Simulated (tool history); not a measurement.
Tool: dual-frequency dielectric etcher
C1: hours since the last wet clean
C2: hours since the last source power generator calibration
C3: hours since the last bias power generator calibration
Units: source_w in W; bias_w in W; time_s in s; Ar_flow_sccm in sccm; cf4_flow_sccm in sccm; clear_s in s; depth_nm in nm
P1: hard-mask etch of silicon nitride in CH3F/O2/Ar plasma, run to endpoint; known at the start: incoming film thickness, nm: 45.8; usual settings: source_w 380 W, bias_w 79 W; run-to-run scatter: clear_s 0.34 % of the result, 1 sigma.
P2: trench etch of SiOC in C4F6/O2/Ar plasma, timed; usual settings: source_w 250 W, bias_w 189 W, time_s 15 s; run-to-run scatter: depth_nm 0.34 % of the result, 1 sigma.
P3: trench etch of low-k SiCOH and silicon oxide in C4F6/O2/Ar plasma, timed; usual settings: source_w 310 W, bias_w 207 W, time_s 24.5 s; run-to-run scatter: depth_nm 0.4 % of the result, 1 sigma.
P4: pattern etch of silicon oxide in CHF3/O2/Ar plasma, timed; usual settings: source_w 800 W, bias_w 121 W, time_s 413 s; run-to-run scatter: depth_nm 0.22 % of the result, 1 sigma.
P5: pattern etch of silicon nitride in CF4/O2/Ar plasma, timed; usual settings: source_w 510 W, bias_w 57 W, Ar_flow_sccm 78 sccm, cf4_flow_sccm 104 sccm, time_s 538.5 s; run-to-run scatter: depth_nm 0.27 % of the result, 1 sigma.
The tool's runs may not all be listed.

run 1 day=0.167 | process=P1 source_w=380 bias_w=79 | C1=98.3 C2=1606.9 C3=2691.4 | clear_s=64.46
run 2 day=0.4 | process=P1 source_w=530 bias_w=103 | C1=103.9 C2=1612.5 C3=2697 | clear_s=51.851
run 3 day=0.583 | process=P2 source_w=250 bias_w=189 time_s=15 | C1=108.3 C2=1616.9 C3=2701.4 | depth_nm=26.738
run 4 day=0.771 | process=P1 source_w=230 bias_w=110 | C1=112.8 C2=1621.4 C3=2705.9 | clear_s=68.854
run 5 day=0.992 | process=P5 source_w=510 bias_w=57 time_s=538.5 Ar_flow_sccm=78 cf4_flow_sccm=132 | C1=118.1 C2=1626.7 C3=2711.2 | depth_nm=1162.3
run 6 day=1.225 | process=P5 source_w=510 bias_w=76 time_s=538.5 Ar_flow_sccm=78 cf4_flow_sccm=104 | C1=123.7 C2=1632.3 C3=2716.8 | depth_nm=1272.2
run 7 day=1.371 | process=P1 source_w=380 bias_w=79 | C1=127.2 C2=1635.8 C3=2720.3 | clear_s=64.304
run 8 day=1.6 | process=P3 source_w=310 bias_w=207 time_s=15.5 | C1=132.7 C2=1641.3 C3=2725.8 | depth_nm=46.436
run 9 day=1.762 | process=P1 source_w=380 bias_w=58 | C1=136.6 C2=1645.2 C3=2729.7 | clear_s=71.719
run 10 day=1.975 | process=P1 source_w=220 bias_w=79 | C1=141.7 C2=1650.3 C3=2734.8 | clear_s=79.338
run 11 day=2.121 | process=P4 source_w=800 bias_w=78 time_s=413 | C1=145.2 C2=1653.8 C3=2738.3 | depth_nm=679.98
-- day=2.25 bias power generator calibrated
run 12 day=2.358 | process=P1 source_w=450 bias_w=79 | C1=150.9 C2=1659.5 C3=2.7 | clear_s=60.632
run 13 day=2.475 | process=P4 source_w=800 bias_w=121 time_s=307.5 | C1=153.7 C2=1662.3 C3=5.5 | depth_nm=576.68
run 14 day=2.679 | process=P5 source_w=510 bias_w=57 time_s=792 Ar_flow_sccm=78 cf4_flow_sccm=104 | C1=158.6 C2=1667.2 C3=10.4 | depth_nm=1670.7
run 15 day=2.912 | process=P1 source_w=380 bias_w=79 | C1=164.2 C2=1672.8 C3=16 | clear_s=64.465
run 16 day=3.071 | process=P1 source_w=380 bias_w=79 | C1=168 C2=1676.6 C3=19.8 | clear_s=64.608
run 17 day=3.321 | process=P5 source_w=510 bias_w=57 time_s=538.5 Ar_flow_sccm=78 cf4_flow_sccm=104 | C1=174 C2=1682.6 C3=25.8 | depth_nm=1134.7
run 18 day=3.571 | process=P4 source_w=800 bias_w=121 time_s=413 | C1=180 C2=1688.6 C3=31.8 | depth_nm=772.53
run 19 day=3.812 | process=P3 source_w=200 bias_w=207 time_s=24.5 | C1=185.8 C2=1694.4 C3=37.6 | depth_nm=61.376
run 20 day=4.021 | process=P3 source_w=310 bias_w=207 time_s=24.5 | C1=190.8 C2=1699.4 C3=42.6 | depth_nm=73.127
run 21 day=4.196 | process=P2 source_w=250 bias_w=189 time_s=8 | C1=195 C2=1703.6 C3=46.8 | depth_nm=14.293
run 22 day=4.35 | process=P2 source_w=300 bias_w=189 time_s=15 | C1=198.7 C2=1707.3 C3=50.5 | depth_nm=28.834
run 23 day=4.6 | process=P5 source_w=510 bias_w=57 time_s=538.5 Ar_flow_sccm=53 cf4_flow_sccm=104 | C1=204.7 C2=1713.3 C3=56.5 | depth_nm=1180.2
run 24 day=4.854 | process=P1 source_w=380 bias_w=79 | C1=210.8 C2=1719.4 C3=62.6 | clear_s=64.384
run 25 day=4.992 | process=P3 source_w=310 bias_w=146 time_s=24.5 | C1=214.1 C2=1722.7 C3=65.9 | depth_nm=64.448
run 26 day=5.125 | process=P4 source_w=510 bias_w=121 time_s=413 | C1=217.3 C2=1725.9 C3=69.1 | depth_nm=646.94
run 27 day=5.371 | process=P5 source_w=380 bias_w=57 time_s=538.5 Ar_flow_sccm=78 cf4_flow_sccm=104 | C1=223.2 C2=1731.8 C3=75 | depth_nm=881.27
run 28 day=5.562 | process=P4 source_w=800 bias_w=121 time_s=413 | C1=227.8 C2=1736.4 C3=79.6 | depth_nm=774.51
run 29 day=5.825 | process=P2 source_w=250 bias_w=254 time_s=15 | C1=234.1 C2=1742.7 C3=85.9 | depth_nm=29.704
run 30 day=6 | process=P1 source_w=460 bias_w=95 | C1=238.3 C2=1746.9 C3=90.1 | clear_s=56.58
run 31 day=6.162 | process=P1 source_w=380 bias_w=111 | C1=242.2 C2=1750.8 C3=94 | clear_s=57.011
run 32 day=6.425 | process=P1 source_w=380 bias_w=79 | C1=248.5 C2=1757.1 C3=100.3 | clear_s=64.241
run 33 day=6.588 | process=P1 source_w=380 bias_w=79 | C1=252.4 C2=1761 C3=104.2 | clear_s=64.21
run 34 day=6.779 | process=P1 source_w=380 bias_w=79 | C1=257 C2=1765.6 C3=108.8 | clear_s=63.784
run 35 day=6.917 | process=P1 source_w=380 bias_w=79 | C1=260.3 C2=1768.9 C3=112.1 | clear_s=64.453
run 36 day=7.162 | process=P1 source_w=380 bias_w=79 | C1=266.2 C2=1774.8 C3=118 | clear_s=63.907
run 37 day=7.4 | process=P1 source_w=380 bias_w=79 | C1=271.9 C2=1780.5 C3=123.7 | clear_s=63.479
-- day=7.508 wet clean of the chamber
run 38 day=7.542 | process=P1 source_w=380 bias_w=79 | C1=0.9 C2=1783.9 C3=127.1 | clear_s=63.655
run 39 day=7.733 | process=P1 source_w=380 bias_w=79 | C1=5.5 C2=1788.5 C3=131.7 | clear_s=63.45
run 40 day=7.979 | process=P1 source_w=380 bias_w=79 | C1=11.4 C2=1794.4 C3=137.6 | clear_s=63.209
run 41 day=8.125 | process=P1 source_w=380 bias_w=79 | C1=14.9 C2=1797.9 C3=141.1 | clear_s=63.547
run 42 day=8.333 | process=P1 source_w=380 bias_w=79 | C1=19.9 C2=1802.9 C3=146.1 | clear_s=63.652
run 43 day=8.458 | process=P1 source_w=380 bias_w=79 | C1=22.9 C2=1805.9 C3=149.1 | clear_s=63.613

What P1 gives has crept away from where it was. These 2 causes fit the log equally well, each at the size given:
A: source power that arrives over what is set, % = 4.57
B: bias power that arrives over what is set, % = 4.89
The creep began at about day 6.425.
Why every other cause is out:
chamber walls in a state that raises the etch rate, %: serviced at day 7.508, which brought nothing back

4 check runs are offered, one wafer each, their results left as question marks. Which one tells the causes apart?
run check 1 day=8.583 | process=P2 source_w=250 bias_w=251 time_s=8 | depth_nm=?
run check 2 day=8.583 | process=P5 source_w=510 bias_w=57 time_s=715 Ar_flow_sccm=78 cf4_flow_sccm=104 | depth_nm=?
run check 3 day=8.583 | process=P3 source_w=220 bias_w=207 time_s=24.5 | depth_nm=?
run check 4 day=8.583 | process=P4 source_w=540 bias_w=90 time_s=413 | depth_nm=?

What each check would give under each cause:
check=check_1 result=depth_nm if_A=15.934 if_B=15.931
check=check_2 result=depth_nm if_A=1568.5 if_B=1535.6
check=check_3 result=depth_nm if_A=64.996 if_B=64.943
check=check_4 result=depth_nm if_A=617.22 if_B=614.76
How far apart the two closest causes lie, in the result that separates them most: check 1 0.02 %; check 2 2.12 %; check 3 0.08 %; check 4 0.4 %
Check 2 tells the causes apart: in the others they would give nearly the same result.

Then check 2 was run and gave: depth_nm 1529.9 nm. Which cause is it?

It is B: bias power that arrives over what is set, %.
